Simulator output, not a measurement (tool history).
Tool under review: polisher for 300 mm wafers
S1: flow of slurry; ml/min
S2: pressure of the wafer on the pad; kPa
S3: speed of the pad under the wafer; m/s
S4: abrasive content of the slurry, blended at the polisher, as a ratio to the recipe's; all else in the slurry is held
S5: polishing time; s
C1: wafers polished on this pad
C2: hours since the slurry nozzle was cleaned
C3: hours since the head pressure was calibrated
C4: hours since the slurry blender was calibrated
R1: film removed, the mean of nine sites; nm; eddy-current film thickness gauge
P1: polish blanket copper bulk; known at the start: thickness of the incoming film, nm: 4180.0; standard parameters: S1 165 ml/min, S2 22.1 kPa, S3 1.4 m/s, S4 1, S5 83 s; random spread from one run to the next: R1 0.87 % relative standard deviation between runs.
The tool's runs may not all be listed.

| run | day | S1 | S2 | S3 | S4 | S5 | C1 | C2 | C3 | C4 | R1 |
|---|---|---|---|---|---|---|---|---|---|---|---|
| 1 | 0.433 | 165 | 22.1 | 1.4 | 1 | 83 | 933 | 240.3 | 339.8 | 216.2 | 971.08 |
| 2 | 0.938 | 165 | 22.1 | 1.4 | 1 | 123 | 1013 | 252.4 | 351.9 | 228.3 | 1454.3 |
| 3 | 1.388 | 100 | 22.1 | 1.4 | 1 | 39 | 1084 | 263.2 | 362.7 | 239.1 | 414.17 |
| 4 | 1.704 | 165 | 22.1 | 1.4 | 1.5 | 83 | 1135 | 270.8 | 370.3 | 246.7 | 1078 |
| 5 | 2.175 | 165 | 22.1 | 0.64 | 1 | 83 | 1210 | 282.1 | 381.6 | 258 | 448.01 |
| 6 | 2.4 | 165 | 22.1 | 1.4 | 1 | 83 | 1245 | 287.5 | 387 | 263.4 | 990.46 |
| 7 | 2.821 | 165 | 22.1 | 1.4 | 0.7 | 83 | 1312 | 297.6 | 397.1 | 273.5 | 905.13 |
| 8 | 3.175 | 100 | 22.1 | 1.4 | 1 | 83 | 1368 | 306.1 | 405.6 | 282 | 897.25 |
| 9 | 3.5 | 165 | 22.1 | 2.1 | 1 | 83 | 1420 | 313.9 | 413.4 | 289.8 | 1465.8 |
| 10 | 3.929 | 165 | 22.1 | 1.4 | 1 | 83 | 1488 | 324.2 | 423.7 | 300.1 | 982.26 |
| 11 | 4.408 | 165 | 22.1 | 1.4 | 1 | 44 | 1564 | 335.7 | 435.2 | 311.6 | 517.75 |
| 12 | 4.733 | 245 | 22.1 | 1.4 | 1 | 83 | 1616 | 343.5 | 443 | 319.4 | 1015.9 |
| 13 | 5.138 | 165 | 33.8 | 1.4 | 1 | 83 | 1680 | 353.2 | 452.7 | 329.1 | 1470.1 |
| 14 | 5.546 | 165 | 32.4 | 1.86 | 1 | 83 | 1745 | 363 | 462.5 | 338.9 | 1891.9 |
|  | 5.646 | worn pad replaced by a new one |
| 15 | 5.842 | 165 | 11 | 1.4 | 1 | 83 | 31 | 370.1 | 469.6 | 346 | 488.9 |
| 16 | 6.121 | 165 | 22.1 | 1.4 | 1 | 83 | 75 | 376.8 | 476.3 | 352.7 | 984.11 |
| 17 | 6.417 | 165 | 22.1 | 1.4 | 1 | 83 | 122 | 383.9 | 483.4 | 359.8 | 958.21 |
| 18 | 6.679 | 165 | 22.1 | 1.4 | 1 | 83 | 164 | 390.2 | 489.7 | 366.1 | 953.72 |
| 19 | 6.962 | 165 | 22.1 | 1.4 | 1 | 83 | 209 | 397 | 496.5 | 372.9 | 935.57 |
| 20 | 7.45 | 165 | 22.1 | 1.4 | 1 | 83 | 286 | 408.7 | 508.2 | 384.6 | 896.28 |

Run 21, settings as shown, results not yet in. Your forecast:
| 21 | 7.888 | 165 | 22.1 | 1.4 | 1 | 83 | 356 | 419.2 | 518.7 | 395.1 | ? |

Run 21 measured R1 904.63 nm.
